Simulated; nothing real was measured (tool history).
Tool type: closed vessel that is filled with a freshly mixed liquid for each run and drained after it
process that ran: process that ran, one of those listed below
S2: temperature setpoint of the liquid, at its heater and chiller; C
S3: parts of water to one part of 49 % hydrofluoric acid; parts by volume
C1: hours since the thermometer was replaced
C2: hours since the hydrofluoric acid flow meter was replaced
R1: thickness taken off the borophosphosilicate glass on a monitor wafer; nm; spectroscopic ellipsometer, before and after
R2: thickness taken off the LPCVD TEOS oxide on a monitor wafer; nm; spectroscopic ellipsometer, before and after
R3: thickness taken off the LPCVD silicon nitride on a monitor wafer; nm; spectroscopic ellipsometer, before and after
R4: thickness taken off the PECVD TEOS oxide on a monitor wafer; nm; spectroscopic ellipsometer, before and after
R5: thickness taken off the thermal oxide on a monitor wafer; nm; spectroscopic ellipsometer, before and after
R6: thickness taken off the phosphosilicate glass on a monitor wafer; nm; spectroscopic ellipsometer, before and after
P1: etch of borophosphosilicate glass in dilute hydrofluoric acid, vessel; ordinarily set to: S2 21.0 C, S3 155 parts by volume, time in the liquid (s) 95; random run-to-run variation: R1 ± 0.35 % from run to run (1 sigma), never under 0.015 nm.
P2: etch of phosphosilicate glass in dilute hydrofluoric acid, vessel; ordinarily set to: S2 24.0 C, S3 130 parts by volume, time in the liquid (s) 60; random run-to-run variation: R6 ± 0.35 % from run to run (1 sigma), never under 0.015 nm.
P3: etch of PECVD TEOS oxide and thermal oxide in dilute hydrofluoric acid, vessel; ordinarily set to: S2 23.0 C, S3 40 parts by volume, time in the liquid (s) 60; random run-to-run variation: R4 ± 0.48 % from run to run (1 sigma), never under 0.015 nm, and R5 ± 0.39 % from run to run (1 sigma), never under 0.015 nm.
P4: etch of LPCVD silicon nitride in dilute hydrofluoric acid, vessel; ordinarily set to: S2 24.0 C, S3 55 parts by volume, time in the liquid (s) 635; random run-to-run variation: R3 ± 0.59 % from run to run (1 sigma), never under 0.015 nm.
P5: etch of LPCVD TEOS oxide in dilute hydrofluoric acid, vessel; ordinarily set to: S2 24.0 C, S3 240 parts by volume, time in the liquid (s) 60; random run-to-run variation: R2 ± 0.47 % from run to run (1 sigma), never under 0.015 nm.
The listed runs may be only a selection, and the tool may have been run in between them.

Run 1, day 0.258: process that ran P1, S2 21.0 C, S3 155 parts by volume, time in the liquid (s) 95; C1 1322.6; C2 397.3. Result: R1 28.9290 nm.
Run 2, day 0.592: process that ran P5, S2 32.0 C, S3 240 parts by volume, time in the liquid (s) 60; C1 1330.6; C2 405.3. Result: R2 15.255 nm.
Run 3, day 0.821: process that ran P5, S2 24.0 C, S3 60 parts by volume, time in the liquid (s) 60; C1 1336.1; C2 410.8. Result: R2 57.165 nm.
Run 4, day 1.167: process that ran P5, S2 24.0 C, S3 240 parts by volume, time in the liquid (s) 60; C1 1344.4; C2 419.1. Result: R2 11.588 nm.
Run 5, day 1.417: process that ran P1, S2 21.0 C, S3 155 parts by volume, time in the liquid (s) 95; C1 1350.4; C2 425.1. Result: R1 29.0970 nm.
Run 6, day 1.792: process that ran P4, S2 24.0 C, S3 55 parts by volume, time in the liquid (s) 635; C1 1359.4; C2 434.1. Result: R3 6.2251 nm.
Run 7, day 1.979: process that ran P3, S2 23.0 C, S3 40 parts by volume, time in the liquid (s) 30; C1 1363.9; C2 438.6. Result: R4 21.977 nm, R5 3.7502 nm.
At day 2.096: hydrofluoric acid flow meter replaced.
Run 8, day 2.262: process that ran P1, S2 28.0 C, S3 255 parts by volume, time in the liquid (s) 95; C1 1370.7; C2 4.1. Result: R1 20.4510 nm.
Run 9, day 2.454: process that ran P3, S2 26.5 C, S3 40 parts by volume, time in the liquid (s) 60; C1 1375.3; C2 8.7. Result: R4 51.221 nm, R5 8.6653 nm.
Run 10, day 2.721: process that ran P1, S2 21.0 C, S3 155 parts by volume, time in the liquid (s) 180; C1 1381.7; C2 15.1. Result: R1 55.3420 nm.
Run 11, day 3.000: process that ran P5, S2 24.0 C, S3 240 parts by volume, time in the liquid (s) 30; C1 1388.4; C2 21.8. Result: R2 5.791 nm.
Run 12, day 3.308: process that ran P2, S2 24.0 C, S3 35 parts by volume, time in the liquid (s) 60; C1 1395.8; C2 29.2. Result: R6 241.320 nm.
Run 13, day 3.633: process that ran P1, S2 21.0 C, S3 155 parts by volume, time in the liquid (s) 95; C1 1403.6; C2 37.0. Result: R1 29.1070 nm.
Run 14, day 3.983: process that ran P4, S2 30.5 C, S3 55 parts by volume, time in the liquid (s) 635; C1 1412.0; C2 45.4. Result: R3 9.5231 nm.
Run 15, day 4.233: process that ran P2, S2 24.0 C, S3 130 parts by volume, time in the liquid (s) 60; C1 1418.0; C2 51.4. Result: R6 57.877 nm.
Run 16, day 4.588: process that ran P1, S2 21.0 C, S3 155 parts by volume, time in the liquid (s) 95; C1 1426.5; C2 59.9. Result: R1 28.9600 nm.
Run 17, day 4.879: process that ran P4, S2 24.0 C, S3 20 parts by volume, time in the liquid (s) 635; C1 1433.5; C2 66.9. Result: R3 16.5590 nm.
Run 18, day 5.171: process that ran P5, S2 24.0 C, S3 240 parts by volume, time in the liquid (s) 60; C1 1440.5; C2 73.9. Result: R2 11.589 nm.
Run 19, day 5.479: process that ran P1, S2 17.0 C, S3 155 parts by volume, time in the liquid (s) 95; C1 1447.9; C2 81.3. Result: R1 24.7070 nm.
Run 20, day 5.721: process that ran P1, S2 27.0 C, S3 155 parts by volume, time in the liquid (s) 95; C1 1453.7; C2 87.1. Result: R1 36.6170 nm.
Run 21, day 5.975: process that ran P2, S2 29.0 C, S3 130 parts by volume, time in the liquid (s) 60; C1 1459.8; C2 93.2. Result: R6 69.627 nm.
Run 22, day 6.258: process that ran P3, S2 23.0 C, S3 70 parts by volume, time in the liquid (s) 60; C1 1466.6; C2 100.0. Result: R4 24.105 nm, R5 4.0931 nm.
Run 23, day 6.446: process that ran P2, S2 24.0 C, S3 130 parts by volume, time in the liquid (s) 30; C1 1471.1; C2 104.5. Result: R6 28.881 nm.
Run 24, day 6.621: process that ran P2, S2 24.0 C, S3 130 parts by volume, time in the liquid (s) 60; C1 1475.3; C2 108.7. Result: R6 57.675 nm.
Run 25, day 6.804: process that ran P1, S2 21.0 C, S3 155 parts by volume, time in the liquid (s) 95; C1 1479.7; C2 113.1. Result: R1 29.2140 nm.
Run 26, day 6.988: process that ran P4, S2 24.0 C, S3 55 parts by volume, time in the liquid (s) 350; C1 1484.1; C2 117.5. Result: R3 3.4528 nm.
Run 27, day 7.158: process that ran P1, S2 17.0 C, S3 45 parts by volume, time in the liquid (s) 95; C1 1488.2; C2 121.6. Result: R1 95.6070 nm.
Run 28, day 7.429: process that ran P1, S2 21.0 C, S3 155 parts by volume, time in the liquid (s) 30; C1 1494.7; C2 128.1. Result: R1 9.1703 nm.
Run 29, day 7.629: process that ran P3, S2 23.0 C, S3 40 parts by volume, time in the liquid (s) 60; C1 1499.5; C2 132.9. Result: R4 44.118 nm, R5 7.5188 nm.
Run 30, day 7.812: process that ran P1, S2 21.0 C, S3 65 parts by volume, time in the liquid (s) 95; C1 1503.9; C2 137.3. Result: R1 76.6600 nm.
Run 31, day 8.133: process that ran P1, S2 21.0 C, S3 285 parts by volume, time in the liquid (s) 95; C1 1511.6; C2 145.0. Result: R1 13.9350 nm.
Run 32, day 8.450: process that ran P1, S2 24.5 C, S3 155 parts by volume, time in the liquid (s) 130; C1 1519.2; C2 152.6. Result: R1 45.7300 nm.
Run 33, day 8.783: process that ran P1, S2 21.0 C, S3 155 parts by volume, time in the liquid (s) 95; C1 1527.2; C2 160.6. Result: R1 29.0920 nm.
Run 34, day 9.008: process that ran P1, S2 21.0 C, S3 155 parts by volume, time in the liquid (s) 95; C1 1532.6; C2 166.0. Result: R1 28.3020 nm.
Run 35, day 9.325: process that ran P1, S2 21.0 C, S3 155 parts by volume, time in the liquid (s) 95; C1 1540.2; C2 173.6. Result: R1 27.7070 nm.
Run 36, day 9.546: process that ran P1, S2 21.0 C, S3 155 parts by volume, time in the liquid (s) 95; C1 1545.5; C2 178.9. Result: R1 27.3870 nm.
Run 37, day 9.892: process that ran P1, S2 21.0 C, S3 155 parts by volume, time in the liquid (s) 95; C1 1553.8; C2 187.2. Result: R1 27.0720 nm.
Run 38, day 10.225: process that ran P1, S2 21.0 C, S3 155 parts by volume, time in the liquid (s) 95; C1 1561.8; C2 195.2. Result: R1 26.9290 nm.
Run 39, day 10.471: process that ran P1, S2 21.0 C, S3 155 parts by volume, time in the liquid (s) 95; C1 1567.7; C2 201.1. Result: R1 26.9420 nm.
Run 40, day 10.667: process that ran P1, S2 21.0 C, S3 155 parts by volume, time in the liquid (s) 95; C1 1572.4; C2 205.8. Result: R1 26.8960 nm.
Run 41, day 10.988: process that ran P1, S2 21.0 C, S3 155 parts by volume, time in the liquid (s) 95; C1 1580.1; C2 213.5. Result: R1 26.7960 nm.
Run 42, day 11.225: process that ran P1, S2 21.0 C, S3 155 parts by volume, time in the liquid (s) 95; C1 1585.8; C2 219.2. Result: R1 26.8680 nm.

Something has made what P1 gives creep away from where it was; the 2 causes below, each at its own stated size, fit the log equally well:
A: liquid colder than its thermometer reads (K) = 2.11
B: hydrofluoric acid flow below the setpoint (%) = 6.9
The process output started creeping at around day 8.783.

4 check runs are offered, one wafer each, their results left as question marks. Which one tells the causes apart?
Run check 1, day 11.462: process that ran P3, S2 23.0 C, S3 60 parts by volume, time in the liquid (s) 30. Result: R4 ?, R5 ?.
Run check 2, day 11.462: process that ran P2, S2 24.0 C, S3 95 parts by volume, time in the liquid (s) 35. Result: R6 ?.
Run check 3, day 11.462: process that ran P4, S2 29.5 C, S3 55 parts by volume, time in the liquid (s) 635. Result: R3 ?.
Run check 4, day 11.462: process that ran P5, S2 24.0 C, S3 90 parts by volume, time in the liquid (s) 30. Result: R2 ?.

Predicted outcomes, by check and by cause:
  check  result    if A    if B
check 1      R4  13.065  13.202
check 1      R5  2.2258  2.2491
check 2      R6  44.227  44.428
check 3      R3  7.8194  8.3556
check 4      R2  16.848  16.936
Per-check spread between the two closest causes, in the result where they differ most: check 1 1.04 %; check 2 0.45 %; check 3 6.63 %; check 4 0.52 %
Only check 3 tells the causes apart: in the others they would give nearly the same result.

Check 3 was then run and gave: R3 7.8693 nm. Which cause is it?

The correct cause is A, namely: liquid colder than its thermometer reads (K).

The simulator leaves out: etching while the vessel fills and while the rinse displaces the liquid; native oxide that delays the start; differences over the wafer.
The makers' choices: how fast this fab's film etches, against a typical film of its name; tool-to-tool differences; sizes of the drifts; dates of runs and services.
